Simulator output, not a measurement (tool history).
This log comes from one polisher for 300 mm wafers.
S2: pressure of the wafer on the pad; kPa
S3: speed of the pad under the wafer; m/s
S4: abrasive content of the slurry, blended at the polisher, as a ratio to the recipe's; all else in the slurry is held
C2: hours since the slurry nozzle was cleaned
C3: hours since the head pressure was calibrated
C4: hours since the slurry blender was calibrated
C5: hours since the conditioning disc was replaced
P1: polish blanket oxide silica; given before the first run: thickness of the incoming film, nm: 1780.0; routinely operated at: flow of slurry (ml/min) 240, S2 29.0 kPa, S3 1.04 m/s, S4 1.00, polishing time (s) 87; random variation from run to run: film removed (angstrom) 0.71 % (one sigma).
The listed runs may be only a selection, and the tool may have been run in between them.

{"run": 1, "day": 0.4, "flow of slurry (ml/min)": 240, "S2": 29.0, "S3": 1.04, "S4": 1.0, "polishing time (s)": 87, "wafers polished on this pad": 322, "C2": 370.8, "C3": 904.1, "C4": 48.2, "C5": 116.8, "film removed (angstrom)": 2876.7}
{"day": 0.717, "done": "slurry blender recalibrated"}
{"run": 2, "day": 0.738, "flow of slurry (ml/min)": 240, "S2": 13.1, "S3": 1.04, "S4": 1.0, "polishing time (s)": 87, "wafers polished on this pad": 413, "C2": 378.9, "C3": 912.2, "C4": 0.5, "C5": 124.9, "film removed (angstrom)": 1286.7}
{"run": 3, "day": 1.079, "flow of slurry (ml/min)": 240, "S2": 29.0, "S3": 1.04, "S4": 1.0, "polishing time (s)": 87, "wafers polished on this pad": 506, "C2": 387.1, "C3": 920.4, "C4": 8.7, "C5": 133.1, "film removed (angstrom)": 2863.7}
{"run": 4, "day": 1.429, "flow of slurry (ml/min)": 240, "S2": 29.0, "S3": 1.04, "S4": 1.25, "polishing time (s)": 87, "wafers polished on this pad": 601, "C2": 395.5, "C3": 928.8, "C4": 17.1, "C5": 141.5, "film removed (angstrom)": 3152.4}
{"run": 5, "day": 1.658, "flow of slurry (ml/min)": 240, "S2": 29.0, "S3": 1.04, "S4": 1.0, "polishing time (s)": 134, "wafers polished on this pad": 663, "C2": 401.0, "C3": 934.3, "C4": 22.6, "C5": 147.0, "film removed (angstrom)": 4401.9}
{"run": 6, "day": 2.092, "flow of slurry (ml/min)": 240, "S2": 21.4, "S3": 1.5, "S4": 1.0, "polishing time (s)": 87, "wafers polished on this pad": 781, "C2": 411.4, "C3": 944.7, "C4": 33.0, "C5": 157.4, "film removed (angstrom)": 2865.5}
{"run": 7, "day": 2.392, "flow of slurry (ml/min)": 240, "S2": 43.4, "S3": 1.04, "S4": 1.0, "polishing time (s)": 87, "wafers polished on this pad": 862, "C2": 418.6, "C3": 951.9, "C4": 40.2, "C5": 164.6, "film removed (angstrom)": 4247.2}
{"run": 8, "day": 2.812, "flow of slurry (ml/min)": 240, "S2": 29.0, "S3": 0.72, "S4": 1.0, "polishing time (s)": 87, "wafers polished on this pad": 976, "C2": 428.7, "C3": 962.0, "C4": 50.3, "C5": 174.7, "film removed (angstrom)": 2150.8}
{"run": 9, "day": 3.238, "flow of slurry (ml/min)": 240, "S2": 29.0, "S3": 1.04, "S4": 1.0, "polishing time (s)": 39, "wafers polished on this pad": 1092, "C2": 438.9, "C3": 972.2, "C4": 60.5, "C5": 184.9, "film removed (angstrom)": 1276.0}
{"run": 10, "day": 3.588, "flow of slurry (ml/min)": 240, "S2": 38.6, "S3": 1.04, "S4": 0.7, "polishing time (s)": 87, "wafers polished on this pad": 1187, "C2": 447.3, "C3": 980.6, "C4": 68.9, "C5": 193.3, "film removed (angstrom)": 3199.4}
{"day": 3.938, "done": "conditioning disc replaced and pad reconditioned"}
{"run": 11, "day": 3.988, "flow of slurry (ml/min)": 240, "S2": 29.0, "S3": 1.04, "S4": 1.0, "polishing time (s)": 87, "wafers polished on this pad": 1295, "C2": 456.9, "C3": 990.2, "C4": 78.5, "C5": 1.3, "film removed (angstrom)": 2870.8}
{"run": 12, "day": 4.321, "flow of slurry (ml/min)": 240, "S2": 29.0, "S3": 1.62, "S4": 1.0, "polishing time (s)": 87, "wafers polished on this pad": 1386, "C2": 464.9, "C3": 998.2, "C4": 86.5, "C5": 9.3, "film removed (angstrom)": 4069.3}
{"run": 13, "day": 4.596, "flow of slurry (ml/min)": 240, "S2": 29.0, "S3": 1.04, "S4": 0.55, "polishing time (s)": 87, "wafers polished on this pad": 1460, "C2": 471.5, "C3": 1004.8, "C4": 93.1, "C5": 15.9, "film removed (angstrom)": 2086.1}
{"run": 14, "day": 4.846, "flow of slurry (ml/min)": 310, "S2": 29.0, "S3": 1.04, "S4": 1.0, "polishing time (s)": 87, "wafers polished on this pad": 1528, "C2": 477.5, "C3": 1010.8, "C4": 99.1, "C5": 21.9, "film removed (angstrom)": 2963.9}
{"run": 15, "day": 5.121, "flow of slurry (ml/min)": 145, "S2": 29.0, "S3": 1.04, "S4": 1.0, "polishing time (s)": 87, "wafers polished on this pad": 1603, "C2": 484.1, "C3": 1017.4, "C4": 105.7, "C5": 28.5, "film removed (angstrom)": 2655.6}
{"run": 16, "day": 5.383, "flow of slurry (ml/min)": 240, "S2": 29.0, "S3": 1.04, "S4": 1.0, "polishing time (s)": 87, "wafers polished on this pad": 1674, "C2": 490.4, "C3": 1023.7, "C4": 112.0, "C5": 34.8, "film removed (angstrom)": 2861.4}
{"run": 17, "day": 5.671, "flow of slurry (ml/min)": 240, "S2": 29.0, "S3": 1.04, "S4": 1.0, "polishing time (s)": 87, "wafers polished on this pad": 1752, "C2": 497.3, "C3": 1030.6, "C4": 118.9, "C5": 41.7, "film removed (angstrom)": 2837.1}
{"run": 18, "day": 5.9, "flow of slurry (ml/min)": 240, "S2": 29.0, "S3": 1.04, "S4": 1.0, "polishing time (s)": 87, "wafers polished on this pad": 1814, "C2": 502.8, "C3": 1036.1, "C4": 124.4, "C5": 47.2, "film removed (angstrom)": 2781.9}
{"run": 19, "day": 6.329, "flow of slurry (ml/min)": 240, "S2": 29.0, "S3": 1.04, "S4": 1.0, "polishing time (s)": 87, "wafers polished on this pad": 1930, "C2": 513.1, "C3": 1046.4, "C4": 134.7, "C5": 57.5, "film removed (angstrom)": 2718.4}
{"run": 20, "day": 6.608, "flow of slurry (ml/min)": 240, "S2": 29.0, "S3": 1.04, "S4": 1.0, "polishing time (s)": 87, "wafers polished on this pad": 2006, "C2": 519.8, "C3": 1053.1, "C4": 141.4, "C5": 64.2, "film removed (angstrom)": 2709.4}
{"day": 6.942, "done": "slurry nozzle cleaned"}
{"run": 21, "day": 6.992, "flow of slurry (ml/min)": 240, "S2": 29.0, "S3": 1.04, "S4": 1.0, "polishing time (s)": 87, "wafers polished on this pad": 2110, "C2": 1.2, "C3": 1062.3, "C4": 150.6, "C5": 73.4, "film removed (angstrom)": 2668.7}
{"day": 7.167, "done": "head pressure recalibrated"}
{"run": 22, "day": 7.217, "flow of slurry (ml/min)": 240, "S2": 29.0, "S3": 1.04, "S4": 1.0, "polishing time (s)": 87, "wafers polished on this pad": 2171, "C2": 6.6, "C3": 1.3, "C4": 156.0, "C5": 78.8, "film removed (angstrom)": 2632.5}
{"run": 23, "day": 7.508, "flow of slurry (ml/min)": 240, "S2": 29.0, "S3": 1.04, "S4": 1.0, "polishing time (s)": 87, "wafers polished on this pad": 2250, "C2": 13.6, "C3": 8.3, "C4": 163.0, "C5": 85.8, "film removed (angstrom)": 2608.6}
{"day": 7.896, "done": "conditioning disc replaced and pad reconditioned"}
{"run": 24, "day": 7.912, "flow of slurry (ml/min)": 240, "S2": 29.0, "S3": 1.04, "S4": 1.0, "polishing time (s)": 87, "wafers polished on this pad": 2360, "C2": 23.3, "C3": 18.0, "C4": 172.7, "C5": 0.4, "film removed (angstrom)": 2626.9}
{"run": 25, "day": 8.271, "flow of slurry (ml/min)": 240, "S2": 29.0, "S3": 1.04, "S4": 1.0, "polishing time (s)": 87, "wafers polished on this pad": 2457, "C2": 31.9, "C3": 26.6, "C4": 181.3, "C5": 9.0, "film removed (angstrom)": 2618.6}
{"run": 26, "day": 8.546, "flow of slurry (ml/min)": 240, "S2": 29.0, "S3": 1.04, "S4": 1.0, "polishing time (s)": 87, "wafers polished on this pad": 2532, "C2": 38.5, "C3": 33.2, "C4": 187.9, "C5": 15.6, "film removed (angstrom)": 2602.0}
{"run": 27, "day": 8.988, "flow of slurry (ml/min)": 240, "S2": 29.0, "S3": 1.04, "S4": 1.0, "polishing time (s)": 87, "wafers polished on this pad": 2652, "C2": 49.1, "C3": 43.8, "C4": 198.5, "C5": 26.2, "film removed (angstrom)": 2624.7}

What P1 gives has crept off from where it sat before. The 2 causes that follow fit the log equally well, each at the size noted:
A: removal rate lost through wear of the pad, % = 8.22
B: abrasive missing from the slurry, % = 16.5
The process output started creeping at around day 5.671.
The rest of the possible causes, and what rules out each one:
slurry flow missing at the pad, %: serviced at day 6.942, after the drift had started, without restoring the earlier output
head's pressure below its setpoint, %: serviced at day 7.167, after the drift had started, without restoring the earlier output
time polished since the conditioner stopped cutting, s: serviced at day 7.896, after the drift had started, without restoring the earlier output

You are offered 4 check runs, listed below with question marks in place of their results; each one averages 5 wafers. Which run separates the listed causes by giving clearly different results for each?
{"run": "check 1", "day": 9.429, "flow of slurry (ml/min)": 240, "S2": 16.5, "S3": 1.04, "S4": 0.55, "polishing time (s)": 87, "film removed (angstrom)": "?"}
{"run": "check 2", "day": 9.429, "flow of slurry (ml/min)": 240, "S2": 29.0, "S3": 1.04, "S4": 1.0, "polishing time (s)": 132, "film removed (angstrom)": "?"}
{"run": "check 3", "day": 9.429, "flow of slurry (ml/min)": 240, "S2": 42.1, "S3": 1.04, "S4": 1.0, "polishing time (s)": 87, "film removed (angstrom)": "?"}
{"run": "check 4", "day": 9.429, "flow of slurry (ml/min)": 145, "S2": 29.0, "S3": 1.04, "S4": 1.0, "polishing time (s)": 40, "film removed (angstrom)": "?"}

Check results expected under each cause:
check=check_1 result=film_removed_(angstrom) if_A=1093.3 if_B=1064.5
check=check_2 result=film_removed_(angstrom) if_A=3982.6 if_B=3981.7
check=check_3 result=film_removed_(angstrom) if_A=3812.4 if_B=3811.5
check=check_4 result=film_removed_(angstrom) if_A=1123.4 if_B=1123.1
Per check, the gap between the least separated pair of causes, taken in the result that splits them most: check 1 2.67 %; check 2 0.02 %; check 3 0.02 %; check 4 0.02 %
Only in check 1 would the causes give clearly different results; in the remaining checks their results would be nearly the same.

After running check 1, the following was obtained: film removed (angstrom) 1096.9. Which cause does this point to?

Of the candidate causes, it is A: removal rate lost through wear of the pad, %.
